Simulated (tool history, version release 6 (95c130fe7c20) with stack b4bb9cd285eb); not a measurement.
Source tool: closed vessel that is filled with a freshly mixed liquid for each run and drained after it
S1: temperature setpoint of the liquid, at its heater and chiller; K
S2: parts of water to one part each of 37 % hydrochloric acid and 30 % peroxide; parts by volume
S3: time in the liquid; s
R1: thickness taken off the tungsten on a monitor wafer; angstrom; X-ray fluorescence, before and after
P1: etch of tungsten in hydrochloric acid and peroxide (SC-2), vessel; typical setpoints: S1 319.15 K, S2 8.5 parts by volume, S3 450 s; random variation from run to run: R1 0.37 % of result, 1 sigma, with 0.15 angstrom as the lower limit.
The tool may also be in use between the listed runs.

run 1 hour=6.7 | S1=319.15 S2=8.5 S3=450 | R1=491.060
run 2 hour=12.7 | S1=319.15 S2=4.0 S3=775 | R1=1470.800
run 3 hour=18.6 | S1=319.15 S2=8.5 S3=450 | R1=489.670
run 4 hour=22.7 | S1=319.15 S2=4.0 S3=450 | R1=853.120
run 5 hour=26.9 | S1=319.15 S2=8.5 S3=450 | R1=489.890
run 6 hour=30.6 | S1=319.15 S2=8.5 S3=30 | R1=32.994
run 7 hour=38.3 | S1=308.15 S2=8.5 S3=450 | R1=225.750
run 8 hour=43.6 | S1=310.65 S2=4.0 S3=450 | R1=470.930
run 9 hour=47.6 | S1=319.15 S2=8.5 S3=450 | R1=490.060
run 10 hour=54.0 | S1=319.15 S2=13.0 S3=170 | R1=128.870
run 11 hour=62.2 | S1=319.15 S2=13.5 S3=450 | R1=332.870
run 12 hour=67.8 | S1=334.15 S2=8.5 S3=450 | R1=1304.800
-- hour=68.2 new drum of peroxide connected
run 13 hour=72.4 | S1=319.15 S2=8.5 S3=845 | R1=918.410

What does the tool deliver on the next run?
run 14 hour=76.6 | S1=319.15 S2=8.5 S3=450 | R1=?

{"run 14": {"R1": 489.11}}
